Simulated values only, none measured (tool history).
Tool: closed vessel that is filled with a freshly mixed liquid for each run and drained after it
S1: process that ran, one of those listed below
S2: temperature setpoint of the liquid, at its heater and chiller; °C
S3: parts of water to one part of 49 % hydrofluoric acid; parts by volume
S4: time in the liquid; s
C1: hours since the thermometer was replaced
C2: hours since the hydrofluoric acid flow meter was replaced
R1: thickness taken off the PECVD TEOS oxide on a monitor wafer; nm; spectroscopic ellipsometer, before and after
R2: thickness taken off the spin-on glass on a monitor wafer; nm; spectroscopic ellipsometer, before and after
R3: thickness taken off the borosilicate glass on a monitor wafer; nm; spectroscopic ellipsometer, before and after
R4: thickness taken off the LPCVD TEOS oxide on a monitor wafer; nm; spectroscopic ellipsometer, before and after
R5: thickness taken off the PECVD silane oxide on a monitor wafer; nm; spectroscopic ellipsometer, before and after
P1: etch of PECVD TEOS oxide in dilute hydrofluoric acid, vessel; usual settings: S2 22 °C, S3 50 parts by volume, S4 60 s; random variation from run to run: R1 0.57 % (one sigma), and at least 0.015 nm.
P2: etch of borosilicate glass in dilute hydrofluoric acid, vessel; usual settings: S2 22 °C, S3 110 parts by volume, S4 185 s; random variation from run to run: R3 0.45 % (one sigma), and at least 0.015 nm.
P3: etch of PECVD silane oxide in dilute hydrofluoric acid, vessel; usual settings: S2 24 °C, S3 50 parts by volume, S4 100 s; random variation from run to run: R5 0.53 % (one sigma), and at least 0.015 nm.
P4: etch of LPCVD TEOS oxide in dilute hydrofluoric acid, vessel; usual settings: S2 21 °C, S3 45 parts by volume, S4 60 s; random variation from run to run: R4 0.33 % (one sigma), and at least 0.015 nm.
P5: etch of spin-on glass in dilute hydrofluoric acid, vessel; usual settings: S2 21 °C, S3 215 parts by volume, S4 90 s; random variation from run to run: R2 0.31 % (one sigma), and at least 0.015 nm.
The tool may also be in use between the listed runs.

{"run": 1, "hour": 4.7, "S1": "P1", "S2": 22, "S3": 50, "S4": 60, "C1": 1109.2, "C2": 1311.2, "R1": 32.43}
{"run": 2, "hour": 12.4, "S1": "P5", "S2": 21, "S3": 215, "S4": 90, "C1": 1116.9, "C2": 1318.9, "R2": 15.799}
{"run": 3, "hour": 18.8, "S1": "P2", "S2": 22, "S3": 110, "S4": 185, "C1": 1123.3, "C2": 1325.3, "R3": 32.317}
{"run": 4, "hour": 27.3, "S1": "P4", "S2": 21, "S3": 45, "S4": 60, "C1": 1131.8, "C2": 1333.8, "R4": 37.585}
{"run": 5, "hour": 34.6, "S1": "P4", "S2": 26, "S3": 45, "S4": 60, "C1": 1139.1, "C2": 1341.1, "R4": 46.034}
{"run": 6, "hour": 41.8, "S1": "P3", "S2": 24, "S3": 50, "S4": 100, "C1": 1146.3, "C2": 1348.3, "R5": 56.075}
{"run": 7, "hour": 47.6, "S1": "P2", "S2": 17, "S3": 110, "S4": 185, "C1": 1152.1, "C2": 1354.1, "R3": 26.276}
{"run": 8, "hour": 53.9, "S1": "P1", "S2": 17, "S3": 50, "S4": 90, "C1": 1158.4, "C2": 1360.4, "R1": 38.585}
{"run": 9, "hour": 58.4, "S1": "P5", "S2": 29, "S3": 215, "S4": 90, "C1": 1162.9, "C2": 1364.9, "R2": 21.159}
{"run": 10, "hour": 65.4, "S1": "P3", "S2": 24, "S3": 90, "S4": 100, "C1": 1169.9, "C2": 1371.9, "R5": 29.403}
{"run": 11, "hour": 75.5, "S1": "P4", "S2": 21, "S3": 45, "S4": 60, "C1": 1180, "C2": 1382, "R4": 37.645}
{"run": 12, "hour": 84.0, "S1": "P1", "S2": 22, "S3": 50, "S4": 60, "C1": 1188.5, "C2": 1390.5, "R1": 32.211}
{"run": 13, "hour": 89.3, "S1": "P1", "S2": 22, "S3": 30, "S4": 60, "C1": 1193.8, "C2": 1395.8, "R1": 54.812}
{"run": 14, "hour": 95.2, "S1": "P1", "S2": 17, "S3": 50, "S4": 60, "C1": 1199.7, "C2": 1401.7, "R1": 26.03}
{"run": 15, "hour": 103.8, "S1": "P1", "S2": 22, "S3": 50, "S4": 30, "C1": 1208.3, "C2": 1410.3, "R1": 15.917}
{"run": 16, "hour": 110.7, "S1": "P3", "S2": 24, "S3": 50, "S4": 100, "C1": 1215.2, "C2": 1417.2, "R5": 55.989}
{"run": 17, "hour": 116.5, "S1": "P1", "S2": 22, "S3": 80, "S4": 60, "C1": 1221, "C2": 1423, "R1": 19.292}
{"run": 18, "hour": 122.0, "S1": "P5", "S2": 21, "S3": 215, "S4": 170, "C1": 1226.5, "C2": 1428.5, "R2": 29.947}
{"run": 19, "hour": 128.9, "S1": "P1", "S2": 22, "S3": 50, "S4": 60, "C1": 1233.4, "C2": 1435.4, "R1": 32.341}
{"run": 20, "hour": 134.7, "S1": "P1", "S2": 22, "S3": 50, "S4": 60, "C1": 1239.2, "C2": 1441.2, "R1": 32.117}
{"run": 21, "hour": 140.1, "S1": "P2", "S2": 22, "S3": 195, "S4": 185, "C1": 1244.6, "C2": 1446.6, "R3": 16.838}
{"run": 22, "hour": 148.0, "S1": "P2", "S2": 22, "S3": 110, "S4": 85, "C1": 1252.5, "C2": 1454.5, "R3": 14.98}
{"run": 23, "hour": 152.6, "S1": "P3", "S2": 28.5, "S3": 50, "S4": 100, "C1": 1257.1, "C2": 1459.1, "R5": 66.936}
{"run": 24, "hour": 157.4, "S1": "P4", "S2": 21, "S3": 45, "S4": 115, "C1": 1261.9, "C2": 1463.9, "R4": 71.979}
{"run": 25, "hour": 167.2, "S1": "P5", "S2": 21, "S3": 390, "S4": 90, "C1": 1271.7, "C2": 1473.7, "R2": 7.4135}
{"run": 26, "hour": 172.6, "S1": "P1", "S2": 22, "S3": 50, "S4": 100, "C1": 1277.1, "C2": 1479.1, "R1": 53.771}
{"run": 27, "hour": 182.6, "S1": "P3", "S2": 24, "S3": 50, "S4": 145, "C1": 1287.1, "C2": 1489.1, "R5": 81.504}
{"run": 28, "hour": 187.4, "S1": "P4", "S2": 21, "S3": 30, "S4": 60, "C1": 1291.9, "C2": 1493.9, "R4": 57.202}
{"run": 29, "hour": 195.2, "S1": "P1", "S2": 22, "S3": 50, "S4": 60, "C1": 1299.7, "C2": 1501.7, "R1": 32.02}
{"run": 30, "hour": 203.5, "S1": "P1", "S2": 30.5, "S3": 50, "S4": 60, "C1": 1308, "C2": 1510, "R1": 45.447}
{"run": 31, "hour": 209.9, "S1": "P5", "S2": 21, "S3": 215, "S4": 90, "C1": 1314.4, "C2": 1516.4, "R2": 15.83}
{"run": 32, "hour": 216.3, "S1": "P1", "S2": 22, "S3": 50, "S4": 60, "C1": 1320.8, "C2": 1522.8, "R1": 32.346}
{"run": 33, "hour": 222.6, "S1": "P1", "S2": 22, "S3": 50, "S4": 60, "C1": 1327.1, "C2": 1529.1, "R1": 33.084}
{"run": 34, "hour": 229.9, "S1": "P1", "S2": 22, "S3": 50, "S4": 60, "C1": 1334.4, "C2": 1536.4, "R1": 33.84}
{"run": 35, "hour": 238.6, "S1": "P1", "S2": 22, "S3": 50, "S4": 60, "C1": 1343.1, "C2": 1545.1, "R1": 34.115}
{"run": 36, "hour": 247.8, "S1": "P1", "S2": 22, "S3": 50, "S4": 60, "C1": 1352.3, "C2": 1554.3, "R1": 34.539}
{"run": 37, "hour": 253.8, "S1": "P1", "S2": 22, "S3": 50, "S4": 60, "C1": 1358.3, "C2": 1560.3, "R1": 34.438}
{"run": 38, "hour": 259.9, "S1": "P1", "S2": 22, "S3": 50, "S4": 60, "C1": 1364.4, "C2": 1566.4, "R1": 34.546}

What P1 gives has crept away from where it was. These 2 causes fit the log equally well, each at the size given:
A: hydrofluoric acid flow above the setpoint (%) = 6.96
B: liquid hotter than its thermometer reads (K) = 1.72
The creep began at about hour 216.3.

4 check runs are offered, one wafer each, their results left as question marks. Which one tells the causes apart?
{"run": "check 1", "hour": 266.0, "S1": "P2", "S2": 17.5, "S3": 110, "S4": 185, "R3": "?"}
{"run": "check 2", "hour": 266.0, "S1": "P4", "S2": 21, "S3": 30, "S4": 60, "R4": "?"}
{"run": "check 3", "hour": 266.0, "S1": "P3", "S2": 28.5, "S3": 80, "S4": 100, "R5": "?"}
{"run": "check 4", "hour": 266.0, "S1": "P5", "S2": 21, "S3": 390, "S4": 165, "R2": "?"}

What each check would give under each cause:
check=check_1 result=R3 if_A=29.048 if_B=28.946
check=check_2 result=R4 if_A=61.499 if_B=61.714
check=check_3 result=R5 if_A=43.194 if_B=42.82
check=check_4 result=R2 if_A=14.922 if_B=14.473
How far apart the two closest causes lie, in the result that separates them most: check 1 0.35 %; check 2 0.35 %; check 3 0.87 %; check 4 3.06 %
Only check 4 tells the causes apart: in the others they would give nearly the same result.

Check 4 was then run and gave: R2 14.456 nm. Which cause is it?

It is B: liquid hotter than its thermometer reads (K).

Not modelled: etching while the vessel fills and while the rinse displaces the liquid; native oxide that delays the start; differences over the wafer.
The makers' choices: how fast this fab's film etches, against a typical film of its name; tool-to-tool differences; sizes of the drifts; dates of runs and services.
